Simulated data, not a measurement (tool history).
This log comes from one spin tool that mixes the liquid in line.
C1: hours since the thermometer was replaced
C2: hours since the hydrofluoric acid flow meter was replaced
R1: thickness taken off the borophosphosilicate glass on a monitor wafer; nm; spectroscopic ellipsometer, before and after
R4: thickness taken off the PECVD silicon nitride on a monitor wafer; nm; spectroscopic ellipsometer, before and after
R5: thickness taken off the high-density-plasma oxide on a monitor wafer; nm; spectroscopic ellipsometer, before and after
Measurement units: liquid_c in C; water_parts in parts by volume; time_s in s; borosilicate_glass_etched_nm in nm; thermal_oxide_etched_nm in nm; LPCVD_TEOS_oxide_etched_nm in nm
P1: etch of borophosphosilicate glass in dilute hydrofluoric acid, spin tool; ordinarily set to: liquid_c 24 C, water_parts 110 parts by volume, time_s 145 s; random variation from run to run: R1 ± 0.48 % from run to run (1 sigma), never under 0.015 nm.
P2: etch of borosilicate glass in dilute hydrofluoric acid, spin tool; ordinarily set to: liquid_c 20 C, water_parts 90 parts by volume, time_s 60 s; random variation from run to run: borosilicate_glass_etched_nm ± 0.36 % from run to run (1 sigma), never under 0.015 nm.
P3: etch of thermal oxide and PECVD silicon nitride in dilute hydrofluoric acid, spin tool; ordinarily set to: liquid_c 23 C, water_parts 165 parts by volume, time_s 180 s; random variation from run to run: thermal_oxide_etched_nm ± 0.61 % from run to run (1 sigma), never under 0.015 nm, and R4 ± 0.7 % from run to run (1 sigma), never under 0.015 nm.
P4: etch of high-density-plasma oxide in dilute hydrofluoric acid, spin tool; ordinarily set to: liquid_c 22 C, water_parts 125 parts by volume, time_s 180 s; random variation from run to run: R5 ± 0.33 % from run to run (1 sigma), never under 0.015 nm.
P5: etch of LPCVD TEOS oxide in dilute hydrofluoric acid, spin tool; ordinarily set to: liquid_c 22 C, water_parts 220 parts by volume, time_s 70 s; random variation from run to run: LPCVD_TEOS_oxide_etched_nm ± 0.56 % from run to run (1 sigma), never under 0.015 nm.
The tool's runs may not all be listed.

{"run": 1, "hour": 10.8, "process": "P1", "liquid_c": 24, "water_parts": 110, "time_s": 145, "C1": 1404.2, "C2": 356, "R1": 39.233}
{"run": 2, "hour": 17.8, "process": "P1", "liquid_c": 24, "water_parts": 110, "time_s": 145, "C1": 1411.2, "C2": 363, "R1": 39.724}
{"run": 3, "hour": 29.7, "process": "P2", "liquid_c": 20, "water_parts": 90, "time_s": 95, "C1": 1423.1, "C2": 374.9, "borosilicate_glass_etched_nm": 35.058}
{"run": 4, "hour": 39.3, "process": "P1", "liquid_c": 31.5, "water_parts": 110, "time_s": 30, "C1": 1432.7, "C2": 384.5, "R1": 10.963}
{"run": 5, "hour": 50.2, "process": "P1", "liquid_c": 24, "water_parts": 160, "time_s": 145, "C1": 1443.6, "C2": 395.4, "R1": 25.601}
{"run": 6, "hour": 63.5, "process": "P1", "liquid_c": 24, "water_parts": 110, "time_s": 145, "C1": 1456.9, "C2": 408.7, "R1": 39.737}
{"run": 7, "hour": 76.2, "process": "P1", "liquid_c": 18, "water_parts": 110, "time_s": 235, "C1": 1469.6, "C2": 421.4, "R1": 49.746}
{"run": 8, "hour": 86.4, "process": "P3", "liquid_c": 23, "water_parts": 105, "time_s": 180, "C1": 1479.8, "C2": 431.6, "thermal_oxide_etched_nm": 8.0811, "R4": 5.5746}
{"run": 9, "hour": 95.0, "process": "P4", "liquid_c": 22, "water_parts": 125, "time_s": 180, "C1": 1488.4, "C2": 440.2, "R5": 12.782}
{"run": 10, "hour": 107.1, "process": "P5", "liquid_c": 22, "water_parts": 220, "time_s": 120, "C1": 1500.5, "C2": 452.3, "LPCVD_TEOS_oxide_etched_nm": 18.752}
{"run": 11, "hour": 120.3, "process": "P1", "liquid_c": 24, "water_parts": 110, "time_s": 145, "C1": 1513.7, "C2": 465.5, "R1": 39.651}
{"run": 12, "hour": 134.4, "process": "P2", "liquid_c": 20, "water_parts": 160, "time_s": 60, "C1": 1527.8, "C2": 479.6, "borosilicate_glass_etched_nm": 11.495}
{"run": 13, "hour": 142.9, "process": "P2", "liquid_c": 20, "water_parts": 90, "time_s": 60, "C1": 1536.3, "C2": 488.1, "borosilicate_glass_etched_nm": 21.995}
{"run": 14, "hour": 150.3, "process": "P1", "liquid_c": 24, "water_parts": 110, "time_s": 230, "C1": 1543.7, "C2": 495.5, "R1": 62.441}
{"run": 15, "hour": 159.8, "process": "P1", "liquid_c": 19, "water_parts": 110, "time_s": 145, "C1": 1553.2, "C2": 505, "R1": 32.235}
{"run": 16, "hour": 167.7, "process": "P3", "liquid_c": 23, "water_parts": 165, "time_s": 180, "C1": 1561.1, "C2": 512.9, "thermal_oxide_etched_nm": 4.8591, "R4": 3.6104}
{"run": 17, "hour": 181.9, "process": "P5", "liquid_c": 18.5, "water_parts": 220, "time_s": 70, "C1": 1575.3, "C2": 527.1, "LPCVD_TEOS_oxide_etched_nm": 9.5435}
{"run": 18, "hour": 191.7, "process": "P1", "liquid_c": 24, "water_parts": 110, "time_s": 145, "C1": 1585.1, "C2": 536.9, "R1": 39.35}
{"run": 19, "hour": 205.6, "process": "P4", "liquid_c": 17, "water_parts": 125, "time_s": 180, "C1": 1599, "C2": 550.8, "R5": 10.508}
{"run": 20, "hour": 214.9, "process": "P4", "liquid_c": 22, "water_parts": 125, "time_s": 300, "C1": 1608.3, "C2": 560.1, "R5": 21.346}
{"run": 21, "hour": 222.4, "process": "P3", "liquid_c": 17, "water_parts": 165, "time_s": 180, "C1": 1615.8, "C2": 567.6, "thermal_oxide_etched_nm": 3.7932, "R4": 2.4271}
{"run": 22, "hour": 233.0, "process": "P3", "liquid_c": 23, "water_parts": 165, "time_s": 80, "C1": 1626.4, "C2": 578.2, "thermal_oxide_etched_nm": 2.1424, "R4": 1.6029}
{"run": 23, "hour": 248.6, "process": "P1", "liquid_c": 24, "water_parts": 110, "time_s": 15, "C1": 1642, "C2": 593.8, "R1": 4.0858}
{"run": 24, "hour": 259.5, "process": "P5", "liquid_c": 22, "water_parts": 75, "time_s": 70, "C1": 1652.9, "C2": 604.7, "LPCVD_TEOS_oxide_etched_nm": 37.679}
{"run": 25, "hour": 268.1, "process": "P1", "liquid_c": 24, "water_parts": 110, "time_s": 145, "C1": 1661.5, "C2": 613.3, "R1": 39.356}
{"run": 26, "hour": 281.5, "process": "P5", "liquid_c": 22, "water_parts": 220, "time_s": 70, "C1": 1674.9, "C2": 626.7, "LPCVD_TEOS_oxide_etched_nm": 10.945}
{"run": 27, "hour": 293.7, "process": "P1", "liquid_c": 30, "water_parts": 110, "time_s": 145, "C1": 1687.1, "C2": 638.9, "R1": 50.172}
{"run": 28, "hour": 301.3, "process": "P2", "liquid_c": 17, "water_parts": 90, "time_s": 60, "C1": 1694.7, "C2": 646.5, "borosilicate_glass_etched_nm": 19.472}
{"run": 29, "hour": 316.5, "process": "P1", "liquid_c": 24, "water_parts": 155, "time_s": 280, "C1": 1709.9, "C2": 661.7, "R1": 50.777}
{"run": 30, "hour": 326.2, "process": "P4", "liquid_c": 22, "water_parts": 175, "time_s": 180, "C1": 1719.6, "C2": 671.4, "R5": 8.7449}
{"run": 31, "hour": 337.4, "process": "P2", "liquid_c": 20, "water_parts": 90, "time_s": 60, "C1": 1730.8, "C2": 682.6, "borosilicate_glass_etched_nm": 22.107}
{"run": 32, "hour": 344.6, "process": "P1", "liquid_c": 24, "water_parts": 60, "time_s": 145, "C1": 1738, "C2": 689.8, "R1": 76.944}
{"run": 33, "hour": 351.6, "process": "P3", "liquid_c": 23, "water_parts": 165, "time_s": 180, "C1": 1745, "C2": 696.8, "thermal_oxide_etched_nm": 4.8254, "R4": 3.6173}
{"run": 34, "hour": 361.0, "process": "P1", "liquid_c": 24, "water_parts": 110, "time_s": 145, "C1": 1754.4, "C2": 706.2, "R1": 39.441}
{"run": 35, "hour": 370.7, "process": "P1", "liquid_c": 24, "water_parts": 110, "time_s": 145, "C1": 1764.1, "C2": 715.9, "R1": 40.535}
{"run": 36, "hour": 383.8, "process": "P1", "liquid_c": 24, "water_parts": 110, "time_s": 145, "C1": 1777.2, "C2": 729, "R1": 40.763}
{"run": 37, "hour": 397.4, "process": "P1", "liquid_c": 24, "water_parts": 110, "time_s": 145, "C1": 1790.8, "C2": 742.6, "R1": 41.347}
{"run": 38, "hour": 412.5, "process": "P1", "liquid_c": 24, "water_parts": 110, "time_s": 145, "C1": 1805.9, "C2": 757.7, "R1": 41.966}
{"run": 39, "hour": 425.1, "process": "P1", "liquid_c": 24, "water_parts": 110, "time_s": 145, "C1": 1818.5, "C2": 770.3, "R1": 42.079}
{"run": 40, "hour": 439.1, "process": "P1", "liquid_c": 24, "water_parts": 110, "time_s": 145, "C1": 1832.5, "C2": 784.3, "R1": 42.285}
{"run": 41, "hour": 451.5, "process": "P1", "liquid_c": 24, "water_parts": 110, "time_s": 145, "C1": 1844.9, "C2": 796.7, "R1": 42.003}
{"run": 42, "hour": 467.1, "process": "P1", "liquid_c": 24, "water_parts": 110, "time_s": 145, "C1": 1860.5, "C2": 812.3, "R1": 42.16}
{"run": 43, "hour": 474.5, "process": "P1", "liquid_c": 24, "water_parts": 110, "time_s": 145, "C1": 1867.9, "C2": 819.7, "R1": 41.971}

Compared with where it was, what P1 gives has crept away. Each cause listed below fits the log as well as the rest, at the size given for it:
A: hydrofluoric acid flow above the setpoint (%) = 5.94
B: liquid hotter than its thermometer reads (K) = 1.68
Onset of the creep was near hour 361.

You are offered 4 check runs, listed below with question marks in place of their results; each one averages 2 wafers. Which run separates the listed causes by giving clearly different results for each?
{"run": "check 1", "hour": 481.9, "process": "P4", "liquid_c": 22, "water_parts": 125, "time_s": 180, "R5": "?"}
{"run": "check 2", "hour": 481.9, "process": "P2", "liquid_c": 20, "water_parts": 90, "time_s": 60, "borosilicate_glass_etched_nm": "?"}
{"run": "check 3", "hour": 481.9, "process": "P3", "liquid_c": 23, "water_parts": 165, "time_s": 180, "thermal_oxide_etched_nm": "?", "R4": "?"}
{"run": "check 4", "hour": 481.9, "process": "P5", "liquid_c": 22, "water_parts": 220, "time_s": 70, "LPCVD_TEOS_oxide_etched_nm": "?"}

What each check would give under each cause:
check=check_1 result=R5 if_A=13.7 if_B=13.705
check=check_2 result=borosilicate_glass_etched_nm if_A=23.527 if_B=23.656
check=check_3 result=thermal_oxide_etched_nm if_A=5.1597 if_B=5.138
check=check_3 result=R4 if_A=3.7846 if_B=3.9827
check=check_4 result=LPCVD_TEOS_oxide_etched_nm if_A=11.736 if_B=11.641
How far apart the two closest causes lie, in the result that separates them most: check 1 0.04 %; check 2 0.54 %; check 3 5.1 %; check 4 0.81 %
Only check 3 tells the causes apart: in the others they would give nearly the same result.

Check 3 has now been run. It gave: thermal_oxide_etched_nm 5.1618 nm; R4 3.9862 nm. Which of the candidate causes is it?

It was cause B: liquid hotter than its thermometer reads (K).
